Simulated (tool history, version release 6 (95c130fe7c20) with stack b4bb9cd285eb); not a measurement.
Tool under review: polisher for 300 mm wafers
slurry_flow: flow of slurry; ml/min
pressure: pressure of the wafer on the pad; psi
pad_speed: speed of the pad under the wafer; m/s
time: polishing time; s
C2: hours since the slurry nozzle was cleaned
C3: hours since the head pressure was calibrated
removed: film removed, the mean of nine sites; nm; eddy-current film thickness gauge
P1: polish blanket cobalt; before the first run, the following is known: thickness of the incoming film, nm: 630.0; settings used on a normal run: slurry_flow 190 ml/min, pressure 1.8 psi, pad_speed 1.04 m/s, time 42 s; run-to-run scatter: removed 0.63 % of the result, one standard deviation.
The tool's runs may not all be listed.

run 1 hour=11.4 | slurry_flow=190 pressure=1.8 pad_speed=1.04 time=42 | wafers_polished_on_this_pad=736 C2=132.9 C3=294.4 | removed=236.49
run 2 hour=21.5 | slurry_flow=295 pressure=1.8 pad_speed=1.04 time=42 | wafers_polished_on_this_pad=888 C2=143 C3=304.5 | removed=248.41
run 3 hour=30 | slurry_flow=190 pressure=0.9 pad_speed=1.04 time=42 | wafers_polished_on_this_pad=1016 C2=151.5 C3=313 | removed=119.99
run 4 hour=38.6 | slurry_flow=190 pressure=1.8 pad_speed=1.04 time=42 | wafers_polished_on_this_pad=1145 C2=160.1 C3=321.6 | removed=237.1
run 5 hour=50.2 | slurry_flow=190 pressure=1.8 pad_speed=0.6 time=42 | wafers_polished_on_this_pad=1319 C2=171.7 C3=333.2 | removed=137.57
run 6 hour=59.4 | slurry_flow=190 pressure=1.8 pad_speed=1.04 time=65 | wafers_polished_on_this_pad=1458 C2=180.9 C3=342.4 | removed=368.87
run 7 hour=71 | slurry_flow=190 pressure=1.8 pad_speed=1.04 time=42 | wafers_polished_on_this_pad=1632 C2=192.5 C3=354 | removed=237.41
run 8 hour=77.4 | slurry_flow=190 pressure=1.8 pad_speed=1.04 time=42 | wafers_polished_on_this_pad=1728 C2=198.9 C3=360.4 | removed=238.84
run 9 hour=83.7 | slurry_flow=190 pressure=1.8 pad_speed=0.76 time=26 | wafers_polished_on_this_pad=1823 C2=205.2 C3=366.7 | removed=105.97
run 10 hour=92 | slurry_flow=190 pressure=2.4 pad_speed=1.04 time=42 | wafers_polished_on_this_pad=1948 C2=213.5 C3=375 | removed=318.52
run 11 hour=99.7 | slurry_flow=135 pressure=1.8 pad_speed=1.04 time=42 | wafers_polished_on_this_pad=2064 C2=221.2 C3=382.7 | removed=224.83
run 12 hour=109.3 | slurry_flow=190 pressure=1.8 pad_speed=1.04 time=42 | wafers_polished_on_this_pad=2208 C2=230.8 C3=392.3 | removed=235.68
-- hour=111.9 head pressure recalibrated
run 13 hour=120.8 | slurry_flow=190 pressure=1.8 pad_speed=1.04 time=42 | wafers_polished_on_this_pad=2381 C2=242.3 C3=8.9 | removed=238.67
run 14 hour=129.6 | slurry_flow=190 pressure=1.8 pad_speed=1.48 time=42 | wafers_polished_on_this_pad=2513 C2=251.1 C3=17.7 | removed=339.44
run 15 hour=139.2 | slurry_flow=190 pressure=1.8 pad_speed=1.04 time=19 | wafers_polished_on_this_pad=2658 C2=260.7 C3=27.3 | removed=107.92
run 16 hour=149.2 | slurry_flow=190 pressure=1.8 pad_speed=1.04 time=42 | wafers_polished_on_this_pad=2808 C2=270.7 C3=37.3 | removed=239.13
run 17 hour=159.6 | slurry_flow=190 pressure=1.8 pad_speed=1.04 time=42 | wafers_polished_on_this_pad=2965 C2=281.1 C3=47.7 | removed=230.69
run 18 hour=170.6 | slurry_flow=190 pressure=1.8 pad_speed=1.04 time=42 | wafers_polished_on_this_pad=3130 C2=292.1 C3=58.7 | removed=222.73
-- hour=177.3 head pressure recalibrated
run 19 hour=178.8 | slurry_flow=190 pressure=1.8 pad_speed=1.04 time=42 | wafers_polished_on_this_pad=3253 C2=300.3 C3=1.6 | removed=222.35
run 20 hour=189.2 | slurry_flow=190 pressure=1.8 pad_speed=1.04 time=42 | wafers_polished_on_this_pad=3410 C2=310.7 C3=12 | removed=219.55
run 21 hour=196.2 | slurry_flow=190 pressure=1.8 pad_speed=1.04 time=42 | wafers_polished_on_this_pad=3515 C2=317.7 C3=19 | removed=219.11
run 22 hour=202.6 | slurry_flow=190 pressure=1.8 pad_speed=1.04 time=42 | wafers_polished_on_this_pad=3611 C2=324.1 C3=25.4 | removed=218.59
run 23 hour=210.8 | slurry_flow=190 pressure=1.8 pad_speed=1.04 time=42 | wafers_polished_on_this_pad=3735 C2=332.3 C3=33.6 | removed=218.53

The log shows P1 creeping away from where it was. Any of the 2 causes listed here, at the size stated for it, fits the log just as well as the others:
A: removal rate lost through wear of the pad, % = 7.84
B: slurry flow missing at the pad, % = 37.5
At approximately hour 149.2, the process output began to creep.
All other causes, with the reason each is excluded:
head's pressure below its setpoint, %: serviced at hour 177.3, after the change had begun; the process did not return to its earlier output

Below are 4 check runs, each averaged over 5 wafers, with their results shown as question marks. Which of them would give clearly different results depending on which cause is behind the drift?
run check 1 hour=219 | slurry_flow=190 pressure=1.8 pad_speed=1.04 time=64 | removed=?
run check 2 hour=219 | slurry_flow=190 pressure=0.9 pad_speed=1.04 time=64 | removed=?
run check 3 hour=219 | slurry_flow=275 pressure=1.8 pad_speed=1.04 time=20 | removed=?
run check 4 hour=219 | slurry_flow=190 pressure=1.3 pad_speed=1.04 time=42 | removed=?

Predicted outcomes, by check and by cause:
check=check_1 result=removed if_A=333.21 if_B=333.2
check=check_2 result=removed if_A=166.6 if_B=166.6
check=check_3 result=removed if_A=108.73 if_B=111.35
check=check_4 result=removed if_A=157.93 if_B=157.92
Distance between the nearest two causes, measured in the result of the check that separates them most: check 1 0 %; check 2 0 %; check 3 2.38 %; check 4 0 %
The causes can be told apart only by check 3. The other checks would give nearly the same results under each of them.

After running check 3, the following was obtained: removed 111.25 nm. Which cause does this point to?

Of the candidate causes, it is B: slurry flow missing at the pad, %.
